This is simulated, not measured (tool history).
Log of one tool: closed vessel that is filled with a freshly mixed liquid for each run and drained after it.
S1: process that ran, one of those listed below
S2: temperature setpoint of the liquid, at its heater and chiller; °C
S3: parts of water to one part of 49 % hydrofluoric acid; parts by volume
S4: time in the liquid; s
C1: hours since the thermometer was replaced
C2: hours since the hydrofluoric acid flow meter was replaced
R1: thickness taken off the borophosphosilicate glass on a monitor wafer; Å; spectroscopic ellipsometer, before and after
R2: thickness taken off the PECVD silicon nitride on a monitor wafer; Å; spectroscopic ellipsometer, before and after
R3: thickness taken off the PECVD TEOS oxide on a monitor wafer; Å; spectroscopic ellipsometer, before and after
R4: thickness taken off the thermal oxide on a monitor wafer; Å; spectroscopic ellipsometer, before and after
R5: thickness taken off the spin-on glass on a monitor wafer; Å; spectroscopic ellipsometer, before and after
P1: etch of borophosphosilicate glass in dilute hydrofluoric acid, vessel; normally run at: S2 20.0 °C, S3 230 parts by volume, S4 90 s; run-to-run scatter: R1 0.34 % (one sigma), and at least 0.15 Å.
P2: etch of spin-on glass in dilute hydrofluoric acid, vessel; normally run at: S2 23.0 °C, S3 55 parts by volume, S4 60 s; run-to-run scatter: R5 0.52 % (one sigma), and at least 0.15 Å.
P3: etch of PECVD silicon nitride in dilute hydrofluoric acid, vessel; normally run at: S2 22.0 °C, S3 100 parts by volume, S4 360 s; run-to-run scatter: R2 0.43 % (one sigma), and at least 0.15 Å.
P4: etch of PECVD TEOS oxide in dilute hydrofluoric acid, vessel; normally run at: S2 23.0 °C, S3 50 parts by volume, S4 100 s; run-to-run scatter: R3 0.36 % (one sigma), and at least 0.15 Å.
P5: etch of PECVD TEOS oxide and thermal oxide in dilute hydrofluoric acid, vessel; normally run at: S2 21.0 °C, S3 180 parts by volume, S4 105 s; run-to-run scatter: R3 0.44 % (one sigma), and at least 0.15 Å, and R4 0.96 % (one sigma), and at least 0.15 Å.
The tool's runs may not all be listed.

run   hour  S1    S2   S3   S4      C1      C2       R1       R2       R3      R4      R5
  1    5.1  P1  20.0  230   90  1715.7   836.8   96.536
  2   10.3  P1  20.0  230   90  1720.9   842.0   96.836
  3   18.0  P1  26.0  230   90  1728.6   849.7  120.890
  4   23.9  P3  22.0  100  145  1734.5   855.6            56.226
  5   28.5  P1  20.0  230   30  1739.1   860.2   32.077
  6   33.2  P1  20.0   95   30  1743.8   864.9   89.608
  7   41.0  P1  20.0  230   90  1751.6   872.7   96.235
  8   48.7  P1  20.0  230   90  1759.3   880.4   96.575
  9   56.3  P3  17.0  100  360  1766.9   888.0            98.971
 10   63.8  P5  21.0   55  105  1774.4   895.5                    328.700  85.750
 11   69.7  P4  23.0   85  100  1780.3   901.4                    150.500
 12   74.9  P2  30.5   55   60  1785.5   906.6                                     670.43
 13   81.4  P1  20.0  230  175  1792.0   913.1  186.580
 14   85.9  P1  20.0  230   90  1796.5   917.6   96.756
 15   91.6  P3  22.0   20  360  1802.2   923.3           665.120
 16   98.7  P2  23.0   55   60  1809.3   930.4                                     497.11
 17  105.8  P1  20.0  320   90  1816.4   937.5   63.803
 18  112.4  P1  17.0   95   90  1823.0   944.1  236.640
 19  119.5  P2  23.0   80   60  1830.1   951.2                                     333.93
 20  124.9  P5  21.0  180  105  1835.5   956.6                     87.170  22.808
 21  130.9  P1  17.0  230   90  1841.5   962.6   86.104
 22  136.2  P4  23.0   50   30  1846.8   967.9                     79.894
 23  141.1  P1  20.0  130   90  1851.7   972.8  189.030
 24  146.7  P5  21.0  180  195  1857.3   978.4                    162.100  42.162
 25  154.1  P5  27.5  180  105  1864.7   985.8                    112.160  28.068
 26  158.1  P2  23.0   55  110  1868.7   989.8                                     911.53
 27  161.7  P4  17.0   50  100  1872.3   993.4                    205.490
 28  168.5  P4  23.0   50  100  1879.1  1000.2                    263.550
 29  172.6  P3  22.0  100  360  1883.2  1004.3           139.820
 30  180.3  P3  22.0  100  360  1890.9  1012.0           138.620
 31  184.9  P1  26.0  230   50  1895.5  1016.6   66.921
 32  190.8  P1  20.0  230   90  1901.4  1022.5   96.084
 33  197.2  P1  20.0  230   90  1907.8  1028.9   95.994
 34  203.5  P1  20.0  230   90  1914.1  1035.2   97.967
 35  211.0  P1  20.0  230   90  1921.6  1042.7  100.530
 36  216.5  P1  20.0  230   90  1927.1  1048.2   99.921
 37  223.8  P1  20.0  230   90  1934.4  1055.5  100.350
 38  229.8  P1  20.0  230   90  1940.4  1061.5  101.540
 39  235.4  P1  20.0  230   90  1946.0  1067.1  100.980
 40  241.4  P1  20.0  230   90  1952.0  1073.1  101.350
 41  247.9  P1  20.0  230   90  1958.5  1079.6  101.840
 42  254.0  P1  20.0  230   90  1964.6  1085.7  101.790
 43  257.4  P1  20.0  230   90  1968.0  1089.1  102.140
 44  265.0  P1  20.0  230   90  1975.6  1096.7  102.000

What P1 gives has crept away from where it was. These 2 causes fit the log equally well, each at the size given:
A: hydrofluoric acid flow above the setpoint (%) = 4.68
B: liquid hotter than its thermometer reads (K) = 1.48
The creep began at about hour 197.2.

4 check runs are offered, one wafer each, their results left as question marks. Which one tells the causes apart?
check 1  272.6  P4  23.0   85  100                   ?
check 2  272.6  P2  28.0   55  110                           ?
check 3  272.6  P3  22.0   55  360               ?
check 4  272.6  P5  25.0  120  105                   ?   ?

What each check would give under each cause:
  check  result     if A     if B
check 1      R3  157.020  158.440
check 2      R5  1177.40  1188.10
check 3      R2  261.330  276.340
check 4      R3  172.240  173.030
check 4      R4   44.831   45.036
How far apart the two closest causes lie, in the result that separates them most: check 1 0.9 %; check 2 0.91 %; check 3 5.58 %; check 4 0.46 %
Only check 3 tells the causes apart: in the others they would give nearly the same result.

Then check 3 was run and gave: R2 275.470 Å. Which cause is it?

It is B: liquid hotter than its thermometer reads (K).
